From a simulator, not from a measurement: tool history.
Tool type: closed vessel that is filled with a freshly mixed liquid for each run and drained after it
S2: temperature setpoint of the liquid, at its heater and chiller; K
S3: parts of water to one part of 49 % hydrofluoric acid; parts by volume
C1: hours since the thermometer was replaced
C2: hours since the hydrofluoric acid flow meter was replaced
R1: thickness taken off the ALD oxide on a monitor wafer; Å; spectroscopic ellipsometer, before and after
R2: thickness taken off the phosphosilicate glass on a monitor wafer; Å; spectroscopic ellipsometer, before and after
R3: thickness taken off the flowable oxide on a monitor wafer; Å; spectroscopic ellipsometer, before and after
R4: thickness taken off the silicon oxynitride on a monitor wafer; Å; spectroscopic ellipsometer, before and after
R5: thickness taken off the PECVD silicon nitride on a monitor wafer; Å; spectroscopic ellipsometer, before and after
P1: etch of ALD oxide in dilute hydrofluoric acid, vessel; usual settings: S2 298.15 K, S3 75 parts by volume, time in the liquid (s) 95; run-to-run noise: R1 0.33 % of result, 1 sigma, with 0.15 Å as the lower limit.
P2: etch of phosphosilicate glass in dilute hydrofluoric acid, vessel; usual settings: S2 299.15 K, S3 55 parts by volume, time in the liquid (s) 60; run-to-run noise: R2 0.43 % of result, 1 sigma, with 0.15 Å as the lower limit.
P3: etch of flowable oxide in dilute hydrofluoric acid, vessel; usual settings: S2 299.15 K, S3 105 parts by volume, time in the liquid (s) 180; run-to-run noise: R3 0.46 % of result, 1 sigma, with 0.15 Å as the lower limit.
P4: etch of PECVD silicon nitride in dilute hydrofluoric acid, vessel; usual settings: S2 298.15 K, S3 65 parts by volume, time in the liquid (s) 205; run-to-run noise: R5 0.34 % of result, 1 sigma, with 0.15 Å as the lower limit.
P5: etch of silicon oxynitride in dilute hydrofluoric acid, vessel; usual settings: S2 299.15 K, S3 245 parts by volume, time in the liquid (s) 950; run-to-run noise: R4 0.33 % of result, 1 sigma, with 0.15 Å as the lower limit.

{"run": 1, "hour": 11.4, "process that ran": "P1", "S2": 298.15, "S3": 75, "time in the liquid (s)": 95, "C1": 382.1, "C2": 328.8, "R1": 154.33}
{"run": 2, "hour": 22.1, "process that ran": "P1", "S2": 298.15, "S3": 75, "time in the liquid (s)": 95, "C1": 392.8, "C2": 339.5, "R1": 154.88}
{"run": 3, "hour": 36.7, "process that ran": "P1", "S2": 298.15, "S3": 105, "time in the liquid (s)": 35, "C1": 407.4, "C2": 354.1, "R1": 39.336}
{"run": 4, "hour": 44.9, "process that ran": "P1", "S2": 298.15, "S3": 75, "time in the liquid (s)": 55, "C1": 415.6, "C2": 362.3, "R1": 89.199}
{"run": 5, "hour": 61.5, "process that ran": "P1", "S2": 298.15, "S3": 75, "time in the liquid (s)": 95, "C1": 432.2, "C2": 378.9, "R1": 154.15}
{"run": 6, "hour": 71.6, "process that ran": "P2", "S2": 299.15, "S3": 100, "time in the liquid (s)": 60, "C1": 442.3, "C2": 389, "R2": 1089.7}
{"run": 7, "hour": 83.7, "process that ran": "P3", "S2": 299.15, "S3": 105, "time in the liquid (s)": 180, "C1": 454.4, "C2": 401.1, "R3": 604.74}
{"run": 8, "hour": 94.6, "process that ran": "P5", "S2": 306.65, "S3": 245, "time in the liquid (s)": 950, "C1": 465.3, "C2": 412, "R4": 126.8}
{"run": 9, "hour": 111.3, "process that ran": "P5", "S2": 299.15, "S3": 245, "time in the liquid (s)": 950, "C1": 482, "C2": 428.7, "R4": 92.768}
{"run": 10, "hour": 121.4, "process that ran": "P5", "S2": 299.15, "S3": 245, "time in the liquid (s)": 175, "C1": 492.1, "C2": 438.8, "R4": 16.991}
{"run": 11, "hour": 139.1, "process that ran": "P1", "S2": 298.15, "S3": 25, "time in the liquid (s)": 180, "C1": 509.8, "C2": 456.5, "R1": 935.53}
{"run": 12, "hour": 157.1, "process that ran": "P2", "S2": 299.15, "S3": 55, "time in the liquid (s)": 105, "C1": 527.8, "C2": 474.5, "R2": 3662.5}
{"run": 13, "hour": 173.5, "process that ran": "P1", "S2": 298.15, "S3": 75, "time in the liquid (s)": 155, "C1": 544.2, "C2": 490.9, "R1": 251.14}
{"run": 14, "hour": 186.6, "process that ran": "P2", "S2": 299.15, "S3": 55, "time in the liquid (s)": 60, "C1": 557.3, "C2": 504, "R2": 2101.3}
{"run": 15, "hour": 202.3, "process that ran": "P1", "S2": 298.15, "S3": 75, "time in the liquid (s)": 95, "C1": 573, "C2": 519.7, "R1": 154.65}
{"run": 16, "hour": 220.3, "process that ran": "P1", "S2": 298.15, "S3": 75, "time in the liquid (s)": 95, "C1": 591, "C2": 537.7, "R1": 153.9}
{"run": 17, "hour": 235.7, "process that ran": "P1", "S2": 302.65, "S3": 75, "time in the liquid (s)": 95, "C1": 606.4, "C2": 553.1, "R1": 184.17}
{"run": 18, "hour": 246.3, "process that ran": "P4", "S2": 298.15, "S3": 65, "time in the liquid (s)": 90, "C1": 617, "C2": 563.7, "R5": 36.787}
{"run": 19, "hour": 255.6, "process that ran": "P1", "S2": 298.15, "S3": 35, "time in the liquid (s)": 95, "C1": 626.3, "C2": 573, "R1": 348.74}
{"run": 20, "hour": 273.1, "process that ran": "P4", "S2": 298.15, "S3": 110, "time in the liquid (s)": 205, "C1": 643.8, "C2": 590.5, "R5": 49.754}
{"run": 21, "hour": 289.1, "process that ran": "P1", "S2": 298.15, "S3": 110, "time in the liquid (s)": 95, "C1": 659.8, "C2": 606.5, "R1": 100.34}
{"run": 22, "hour": 301.8, "process that ran": "P2", "S2": 299.15, "S3": 55, "time in the liquid (s)": 60, "C1": 672.5, "C2": 619.2, "R2": 2111.8}
{"run": 23, "hour": 313.7, "process that ran": "P2", "S2": 302.65, "S3": 55, "time in the liquid (s)": 60, "C1": 684.4, "C2": 631.1, "R2": 2393}
{"run": 24, "hour": 329.9, "process that ran": "P3", "S2": 293.65, "S3": 105, "time in the liquid (s)": 180, "C1": 700.6, "C2": 647.3, "R3": 492.18}
{"run": 25, "hour": 341.4, "process that ran": "P3", "S2": 299.15, "S3": 105, "time in the liquid (s)": 95, "C1": 712.1, "C2": 658.8, "R3": 322.26}
{"run": 26, "hour": 351.4, "process that ran": "P3", "S2": 299.15, "S3": 185, "time in the liquid (s)": 180, "C1": 722.1, "C2": 668.8, "R3": 313.65}
{"run": 27, "hour": 366.9, "process that ran": "P4", "S2": 302.15, "S3": 65, "time in the liquid (s)": 205, "C1": 737.6, "C2": 684.3, "R5": 108.04}
{"run": 28, "hour": 377.6, "process that ran": "P3", "S2": 299.15, "S3": 105, "time in the liquid (s)": 180, "C1": 748.3, "C2": 695, "R3": 613.62}
{"run": 29, "hour": 387.3, "process that ran": "P4", "S2": 298.15, "S3": 65, "time in the liquid (s)": 205, "C1": 758, "C2": 704.7, "R5": 83.021}
{"run": 30, "hour": 395.4, "process that ran": "P5", "S2": 299.15, "S3": 355, "time in the liquid (s)": 950, "C1": 766.1, "C2": 712.8, "R4": 59.246}
{"run": 31, "hour": 413.1, "process that ran": "P1", "S2": 291.65, "S3": 125, "time in the liquid (s)": 95, "C1": 783.8, "C2": 730.5, "R1": 66.845}
{"run": 32, "hour": 422.8, "process that ran": "P5", "S2": 299.15, "S3": 245, "time in the liquid (s)": 950, "C1": 793.5, "C2": 740.2, "R4": 93.525}
{"run": 33, "hour": 434.5, "process that ran": "P1", "S2": 293.65, "S3": 75, "time in the liquid (s)": 95, "C1": 805.2, "C2": 751.9, "R1": 127.81}
{"run": 34, "hour": 450.3, "process that ran": "P1", "S2": 298.15, "S3": 75, "time in the liquid (s)": 95, "C1": 821, "C2": 767.7, "R1": 154.29}
{"run": 35, "hour": 462.6, "process that ran": "P1", "S2": 298.15, "S3": 75, "time in the liquid (s)": 95, "C1": 833.3, "C2": 780, "R1": 156.82}
{"run": 36, "hour": 477.8, "process that ran": "P1", "S2": 298.15, "S3": 75, "time in the liquid (s)": 95, "C1": 848.5, "C2": 795.2, "R1": 159.71}
{"run": 37, "hour": 488.1, "process that ran": "P1", "S2": 298.15, "S3": 75, "time in the liquid (s)": 95, "C1": 858.8, "C2": 805.5, "R1": 160.65}
{"run": 38, "hour": 504.8, "process that ran": "P1", "S2": 298.15, "S3": 75, "time in the liquid (s)": 95, "C1": 875.5, "C2": 822.2, "R1": 161.85}
{"run": 39, "hour": 519.3, "process that ran": "P1", "S2": 298.15, "S3": 75, "time in the liquid (s)": 95, "C1": 890, "C2": 836.7, "R1": 162.03}
{"run": 40, "hour": 535.6, "process that ran": "P1", "S2": 298.15, "S3": 75, "time in the liquid (s)": 95, "C1": 906.3, "C2": 853, "R1": 163.17}
{"run": 41, "hour": 543.8, "process that ran": "P1", "S2": 298.15, "S3": 75, "time in the liquid (s)": 95, "C1": 914.5, "C2": 861.2, "R1": 162.84}
{"run": 42, "hour": 560.3, "process that ran": "P1", "S2": 298.15, "S3": 75, "time in the liquid (s)": 95, "C1": 931, "C2": 877.7, "R1": 163.53}
{"run": 43, "hour": 571.7, "process that ran": "P1", "S2": 298.15, "S3": 75, "time in the liquid (s)": 95, "C1": 942.4, "C2": 889.1, "R1": 162.49}

The output of P1 has drifted from where it used to be. Each of the 2 causes below, taken at the size shown beside it, accounts for the log equally well:
A: hydrofluoric acid flow above the setpoint (%) = 5.21
B: liquid hotter than its thermometer reads (K) = 1.41
The drift started at roughly hour 450.3.

The check runs listed below each take one wafer, and their results are still question marks. Under which run would the listed causes lead to clearly different results?
{"run": "check 1", "hour": 583.1, "process that ran": "P3", "S2": 299.15, "S3": 105, "time in the liquid (s)": 180, "R3": "?"}
{"run": "check 2", "hour": 583.1, "process that ran": "P2", "S2": 299.15, "S3": 55, "time in the liquid (s)": 60, "R2": "?"}
{"run": "check 3", "hour": 583.1, "process that ran": "P5", "S2": 299.15, "S3": 245, "time in the liquid (s)": 950, "R4": "?"}
{"run": "check 4", "hour": 583.1, "process that ran": "P4", "S2": 298.15, "S3": 65, "time in the liquid (s)": 205, "R5": "?"}

Check results expected under each cause:
check=check_1 result=R3 if_A=643.71 if_B=641.67
check=check_2 result=R2 if_A=2217.1 if_B=2221.7
check=check_3 result=R4 if_A=98.922 if_B=98.876
check=check_4 result=R5 if_A=87.586 if_B=91.45
Per-check spread between the two closest causes, in the result where they differ most: check 1 0.32 %; check 2 0.21 %; check 3 0.05 %; check 4 4.32 %
The other checks would show nearly matching results whichever cause is true, so check 4 is the only one that separates the causes.

Then check 4 was run and gave: R5 87.852 Å. Which cause is it?

It was cause A: hydrofluoric acid flow above the setpoint (%).
